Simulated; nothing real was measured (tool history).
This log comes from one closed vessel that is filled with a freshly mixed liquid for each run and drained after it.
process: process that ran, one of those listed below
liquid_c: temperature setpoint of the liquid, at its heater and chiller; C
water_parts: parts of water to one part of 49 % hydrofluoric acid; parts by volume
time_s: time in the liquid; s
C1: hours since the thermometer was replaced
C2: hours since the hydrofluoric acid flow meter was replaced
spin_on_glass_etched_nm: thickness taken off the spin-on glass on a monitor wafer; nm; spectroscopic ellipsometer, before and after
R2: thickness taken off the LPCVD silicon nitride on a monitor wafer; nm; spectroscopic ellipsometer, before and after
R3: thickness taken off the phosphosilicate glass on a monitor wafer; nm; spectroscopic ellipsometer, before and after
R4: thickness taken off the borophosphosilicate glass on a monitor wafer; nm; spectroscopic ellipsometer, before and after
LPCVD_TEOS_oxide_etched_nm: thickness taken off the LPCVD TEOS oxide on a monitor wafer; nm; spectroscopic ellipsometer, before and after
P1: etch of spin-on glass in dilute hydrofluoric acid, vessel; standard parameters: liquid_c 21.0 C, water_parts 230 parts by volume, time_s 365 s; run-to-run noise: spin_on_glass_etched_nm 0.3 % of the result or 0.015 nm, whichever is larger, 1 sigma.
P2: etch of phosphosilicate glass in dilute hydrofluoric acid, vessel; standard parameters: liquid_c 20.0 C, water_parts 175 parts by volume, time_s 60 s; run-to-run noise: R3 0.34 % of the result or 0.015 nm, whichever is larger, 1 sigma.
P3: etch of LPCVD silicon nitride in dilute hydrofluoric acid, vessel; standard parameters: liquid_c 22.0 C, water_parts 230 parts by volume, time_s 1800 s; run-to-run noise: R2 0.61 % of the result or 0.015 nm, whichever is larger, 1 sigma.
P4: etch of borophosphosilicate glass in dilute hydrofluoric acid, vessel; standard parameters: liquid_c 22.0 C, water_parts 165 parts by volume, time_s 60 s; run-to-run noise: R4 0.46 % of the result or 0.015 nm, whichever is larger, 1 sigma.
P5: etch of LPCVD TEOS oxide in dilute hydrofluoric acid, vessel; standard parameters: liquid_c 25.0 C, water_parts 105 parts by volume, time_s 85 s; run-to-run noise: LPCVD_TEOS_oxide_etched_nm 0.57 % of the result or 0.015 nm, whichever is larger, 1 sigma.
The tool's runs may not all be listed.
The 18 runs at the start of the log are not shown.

{"run": 19, "day": 9.183, "process": "P3", "liquid_c": 22.0, "water_parts": 230, "time_s": 1800, "C1": 178.7, "C2": 1155.6, "R2": 3.4674}
{"run": 20, "day": 9.5, "process": "P1", "liquid_c": 21.0, "water_parts": 230, "time_s": 365, "C1": 186.3, "C2": 1163.2, "spin_on_glass_etched_nm": 36.287}
{"run": 21, "day": 10.004, "process": "P2", "liquid_c": 20.0, "water_parts": 250, "time_s": 60, "C1": 198.4, "C2": 1175.3, "R3": 29.035}
{"run": 22, "day": 10.438, "process": "P3", "liquid_c": 22.0, "water_parts": 145, "time_s": 1800, "C1": 208.8, "C2": 1185.7, "R2": 5.5178}
{"run": 23, "day": 11.096, "process": "P2", "liquid_c": 20.0, "water_parts": 175, "time_s": 85, "C1": 224.6, "C2": 1201.5, "R3": 63.122}
{"run": 24, "day": 11.4, "process": "P3", "liquid_c": 28.0, "water_parts": 230, "time_s": 1800, "C1": 231.9, "C2": 1208.8, "R2": 5.1306}
{"run": 25, "day": 11.842, "process": "P5", "liquid_c": 25.0, "water_parts": 105, "time_s": 85, "C1": 242.5, "C2": 1219.4, "LPCVD_TEOS_oxide_etched_nm": 19.434}
{"run": 26, "day": 12.158, "process": "P1", "liquid_c": 21.0, "water_parts": 395, "time_s": 365, "C1": 250.1, "C2": 1227.0, "spin_on_glass_etched_nm": 18.171}
{"run": 27, "day": 12.492, "process": "P4", "liquid_c": 22.0, "water_parts": 265, "time_s": 60, "C1": 258.1, "C2": 1235.0, "R4": 11.427}
{"run": 28, "day": 13.042, "process": "P1", "liquid_c": 21.0, "water_parts": 230, "time_s": 365, "C1": 271.3, "C2": 1248.2, "spin_on_glass_etched_nm": 36.407}
{"run": 29, "day": 13.475, "process": "P5", "liquid_c": 25.0, "water_parts": 105, "time_s": 30, "C1": 281.7, "C2": 1258.6, "LPCVD_TEOS_oxide_etched_nm": 6.8436}
{"run": 30, "day": 14.0, "process": "P1", "liquid_c": 21.0, "water_parts": 230, "time_s": 170, "C1": 294.3, "C2": 1271.2, "spin_on_glass_etched_nm": 16.859}
{"run": 31, "day": 14.633, "process": "P1", "liquid_c": 21.0, "water_parts": 230, "time_s": 365, "C1": 309.5, "C2": 1286.4, "spin_on_glass_etched_nm": 36.161}
{"run": 32, "day": 14.967, "process": "P1", "liquid_c": 21.0, "water_parts": 230, "time_s": 365, "C1": 317.5, "C2": 1294.4, "spin_on_glass_etched_nm": 36.41}
{"run": 33, "day": 15.292, "process": "P1", "liquid_c": 21.0, "water_parts": 230, "time_s": 365, "C1": 325.3, "C2": 1302.2, "spin_on_glass_etched_nm": 36.971}
{"run": 34, "day": 15.829, "process": "P1", "liquid_c": 21.0, "water_parts": 230, "time_s": 365, "C1": 338.2, "C2": 1315.1, "spin_on_glass_etched_nm": 37.912}
{"run": 35, "day": 16.383, "process": "P1", "liquid_c": 21.0, "water_parts": 230, "time_s": 365, "C1": 351.5, "C2": 1328.4, "spin_on_glass_etched_nm": 38.661}
{"run": 36, "day": 16.729, "process": "P1", "liquid_c": 21.0, "water_parts": 230, "time_s": 365, "C1": 359.8, "C2": 1336.7, "spin_on_glass_etched_nm": 38.678}
{"run": 37, "day": 17.142, "process": "P1", "liquid_c": 21.0, "water_parts": 230, "time_s": 365, "C1": 369.7, "C2": 1346.6, "spin_on_glass_etched_nm": 38.912}
{"run": 38, "day": 17.479, "process": "P1", "liquid_c": 21.0, "water_parts": 230, "time_s": 365, "C1": 377.8, "C2": 1354.7, "spin_on_glass_etched_nm": 39.106}
{"run": 39, "day": 17.879, "process": "P1", "liquid_c": 21.0, "water_parts": 230, "time_s": 365, "C1": 387.4, "C2": 1364.3, "spin_on_glass_etched_nm": 39.159}
{"run": 40, "day": 18.371, "process": "P1", "liquid_c": 21.0, "water_parts": 230, "time_s": 365, "C1": 399.2, "C2": 1376.1, "spin_on_glass_etched_nm": 38.948}

Estimate the outcome of run 41 from the log above:
{"run": 41, "day": 18.925, "process": "P1", "liquid_c": 21.0, "water_parts": 230, "time_s": 365, "C1": 412.5, "C2": 1389.4, "spin_on_glass_etched_nm": "?"}

Run 41 yielded spin_on_glass_etched_nm 39.471 nm.

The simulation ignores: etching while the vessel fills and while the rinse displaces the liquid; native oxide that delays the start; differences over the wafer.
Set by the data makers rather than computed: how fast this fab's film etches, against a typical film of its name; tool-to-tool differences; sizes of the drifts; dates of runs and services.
